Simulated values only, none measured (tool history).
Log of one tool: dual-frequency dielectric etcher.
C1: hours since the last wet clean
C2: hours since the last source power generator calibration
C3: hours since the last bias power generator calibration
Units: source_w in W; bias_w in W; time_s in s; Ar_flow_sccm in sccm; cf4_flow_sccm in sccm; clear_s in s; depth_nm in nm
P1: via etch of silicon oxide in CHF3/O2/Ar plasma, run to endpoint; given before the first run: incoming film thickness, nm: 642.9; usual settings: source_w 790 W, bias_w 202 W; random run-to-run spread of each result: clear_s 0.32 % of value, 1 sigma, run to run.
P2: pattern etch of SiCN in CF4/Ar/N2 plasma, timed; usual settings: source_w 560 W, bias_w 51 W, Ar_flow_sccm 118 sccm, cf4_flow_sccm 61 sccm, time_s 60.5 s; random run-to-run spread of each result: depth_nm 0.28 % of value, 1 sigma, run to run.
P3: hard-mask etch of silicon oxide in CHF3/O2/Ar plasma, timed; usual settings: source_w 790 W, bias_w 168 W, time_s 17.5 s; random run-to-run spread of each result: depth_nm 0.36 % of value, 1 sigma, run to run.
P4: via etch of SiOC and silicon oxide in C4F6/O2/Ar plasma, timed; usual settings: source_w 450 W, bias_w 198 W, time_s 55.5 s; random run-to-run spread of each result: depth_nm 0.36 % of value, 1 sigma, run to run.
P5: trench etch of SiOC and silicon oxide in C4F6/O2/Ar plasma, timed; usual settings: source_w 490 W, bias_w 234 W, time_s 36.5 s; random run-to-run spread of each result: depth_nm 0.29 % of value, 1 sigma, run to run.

run 1 hour=4.4 | process=P1 source_w=790 bias_w=202 | C1=252.5 C2=856.5 C3=1459.7 | clear_s=279.59
run 2 hour=9.6 | process=P5 source_w=580 bias_w=234 time_s=36.5 | C1=257.7 C2=861.7 C3=1464.9 | depth_nm=89.205
run 3 hour=14.6 | process=P5 source_w=490 bias_w=234 time_s=36.5 | C1=262.7 C2=866.7 C3=1469.9 | depth_nm=83.267
run 4 hour=17.9 | process=P4 source_w=450 bias_w=198 time_s=55.5 | C1=266 C2=870 C3=1473.2 | depth_nm=68.096
run 5 hour=20.9 | process=P1 source_w=790 bias_w=148 | C1=269 C2=873 C3=1476.2 | clear_s=308.07
run 6 hour=24.6 | process=P2 source_w=770 bias_w=51 time_s=60.5 Ar_flow_sccm=118 cf4_flow_sccm=61 | C1=272.7 C2=876.7 C3=1479.9 | depth_nm=72.375
run 7 hour=29 | process=P1 source_w=490 bias_w=242 | C1=277.1 C2=881.1 C3=1484.3 | clear_s=315.47
run 8 hour=33.8 | process=P1 source_w=790 bias_w=242 | C1=281.9 C2=885.9 C3=1489.1 | clear_s=262.66
run 9 hour=37 | process=P1 source_w=790 bias_w=202 | C1=285.1 C2=889.1 C3=1492.3 | clear_s=279.78
-- hour=40.3 source power generator calibrated
run 10 hour=43.4 | process=P1 source_w=790 bias_w=202 | C1=291.5 C2=3.2 C3=1498.7 | clear_s=280.7
-- hour=45.2 wet clean of the chamber
run 11 hour=47.1 | process=P4 source_w=450 bias_w=198 time_s=55.5 | C1=2 C2=6.9 C3=1502.4 | depth_nm=67.939
run 12 hour=50.2 | process=P3 source_w=790 bias_w=168 time_s=17.5 | C1=5.1 C2=10 C3=1505.5 | depth_nm=37.917
run 13 hour=55.1 | process=P2 source_w=560 bias_w=51 time_s=60.5 Ar_flow_sccm=118 cf4_flow_sccm=61 | C1=10 C2=14.9 C3=1510.4 | depth_nm=54.695
run 14 hour=60.4 | process=P2 source_w=560 bias_w=51 time_s=60.5 Ar_flow_sccm=118 cf4_flow_sccm=46 | C1=15.3 C2=20.2 C3=1515.7 | depth_nm=51.77
run 15 hour=63.6 | process=P4 source_w=350 bias_w=198 time_s=55.5 | C1=18.5 C2=23.4 C3=1518.9 | depth_nm=61.782
run 16 hour=70.1 | process=P1 source_w=970 bias_w=202 | C1=25 C2=29.9 C3=1525.4 | clear_s=256.77
run 17 hour=75.3 | process=P5 source_w=490 bias_w=190 time_s=36.5 | C1=30.2 C2=35.1 C3=1530.6 | depth_nm=78.319
run 18 hour=81.1 | process=P3 source_w=1110 bias_w=168 time_s=17.5 | C1=36 C2=40.9 C3=1536.4 | depth_nm=43.722
run 19 hour=85.1 | process=P3 source_w=790 bias_w=168 time_s=22.5 | C1=40 C2=44.9 C3=1540.4 | depth_nm=48.989
run 20 hour=90.9 | process=P4 source_w=450 bias_w=252 time_s=55.5 | C1=45.8 C2=50.7 C3=1546.2 | depth_nm=73.774
run 21 hour=96.3 | process=P3 source_w=790 bias_w=102 time_s=17.5 | C1=51.2 C2=56.1 C3=1551.6 | depth_nm=32.556
run 22 hour=102 | process=P4 source_w=450 bias_w=198 time_s=33 | C1=56.9 C2=61.8 C3=1557.3 | depth_nm=40.388
run 23 hour=106.1 | process=P1 source_w=790 bias_w=202 | C1=61 C2=65.9 C3=1561.4 | clear_s=279.92
run 24 hour=111 | process=P2 source_w=560 bias_w=51 time_s=82.5 Ar_flow_sccm=118 cf4_flow_sccm=61 | C1=65.9 C2=70.8 C3=1566.3 | depth_nm=74.696
run 25 hour=117.4 | process=P1 source_w=790 bias_w=202 | C1=72.3 C2=77.2 C3=1572.7 | clear_s=279.45
run 26 hour=123.5 | process=P2 source_w=560 bias_w=66 time_s=60.5 Ar_flow_sccm=118 cf4_flow_sccm=61 | C1=78.4 C2=83.3 C3=1578.8 | depth_nm=59.783
run 27 hour=127.3 | process=P2 source_w=560 bias_w=51 time_s=60.5 Ar_flow_sccm=155 cf4_flow_sccm=61 | C1=82.2 C2=87.1 C3=1582.6 | depth_nm=51.982
run 28 hour=133.7 | process=P1 source_w=500 bias_w=202 | C1=88.6 C2=93.5 C3=1589 | clear_s=334.11
run 29 hour=138.5 | process=P5 source_w=490 bias_w=234 time_s=53.5 | C1=93.4 C2=98.3 C3=1593.8 | depth_nm=122.32
run 30 hour=143.7 | process=P1 source_w=790 bias_w=202 | C1=98.6 C2=103.5 C3=1599 | clear_s=278.93
run 31 hour=149.1 | process=P1 source_w=790 bias_w=202 | C1=104 C2=108.9 C3=1604.4 | clear_s=276.17
run 32 hour=154.3 | process=P1 source_w=790 bias_w=202 | C1=109.2 C2=114.1 C3=1609.6 | clear_s=278.15
run 33 hour=158.5 | process=P1 source_w=790 bias_w=202 | C1=113.4 C2=118.3 C3=1613.8 | clear_s=277.25
run 34 hour=163.6 | process=P1 source_w=790 bias_w=202 | C1=118.5 C2=123.4 C3=1618.9 | clear_s=276.7
run 35 hour=170 | process=P1 source_w=790 bias_w=202 | C1=124.9 C2=129.8 C3=1625.3 | clear_s=275.38
-- hour=173.7 wet clean of the chamber
run 36 hour=175.8 | process=P1 source_w=790 bias_w=202 | C1=2.1 C2=135.6 C3=1631.1 | clear_s=275.08
run 37 hour=179.8 | process=P1 source_w=790 bias_w=202 | C1=6.1 C2=139.6 C3=1635.1 | clear_s=274.12
run 38 hour=185.3 | process=P1 source_w=790 bias_w=202 | C1=11.6 C2=145.1 C3=1640.6 | clear_s=275.62
run 39 hour=189.6 | process=P1 source_w=790 bias_w=202 | C1=15.9 C2=149.4 C3=1644.9 | clear_s=275.55
run 40 hour=195.3 | process=P1 source_w=790 bias_w=202 | C1=21.6 C2=155.1 C3=1650.6 | clear_s=273.94

The output of P1 has drifted from where it used to be. Each of the 2 causes below, taken at the size shown beside it, accounts for the log equally well:
A: source power that arrives over what is set, % = 4.26
B: bias power that arrives over what is set, % = 4.81
At approximately hour 143.7, the process output began to creep.
All other causes, with the reason each is excluded:
chamber walls in a state that raises the etch rate, %: was serviced at hour 173.7, once the creep was under way, yet the earlier output never came back

Question marks stand in for the results of the 4 check runs listed below, each run on one wafer. Under which run would the listed causes show clearly different results?
run check 1 hour=201 | process=P3 source_w=790 bias_w=168 time_s=17.5 | depth_nm=?
run check 2 hour=201 | process=P4 source_w=450 bias_w=198 time_s=55.5 | depth_nm=?
run check 3 hour=201 | process=P5 source_w=490 bias_w=234 time_s=36.5 | depth_nm=?
run check 4 hour=201 | process=P2 source_w=560 bias_w=51 time_s=60.5 Ar_flow_sccm=118 cf4_flow_sccm=61 | depth_nm=?

Predicted outcomes, by check and by cause:
check=check_1 result=depth_nm if_A=38.583 if_B=38.553
check=check_2 result=depth_nm if_A=69.031 if_B=68.979
check=check_3 result=depth_nm if_A=84.954 if_B=84.91
check=check_4 result=depth_nm if_A=56.717 if_B=55.531
Minimum pairwise separation of causes per check, each pair taken at its best-separating result: check 1 0.08 %; check 2 0.08 %; check 3 0.05 %; check 4 2.11 %
Check 4 tells the causes apart: in the others they would give nearly the same result.

Running check 4 produced the following: depth_nm 56.561 nm. Which one of the listed causes fits?

Of the candidate causes, it is A: source power that arrives over what is set, %.
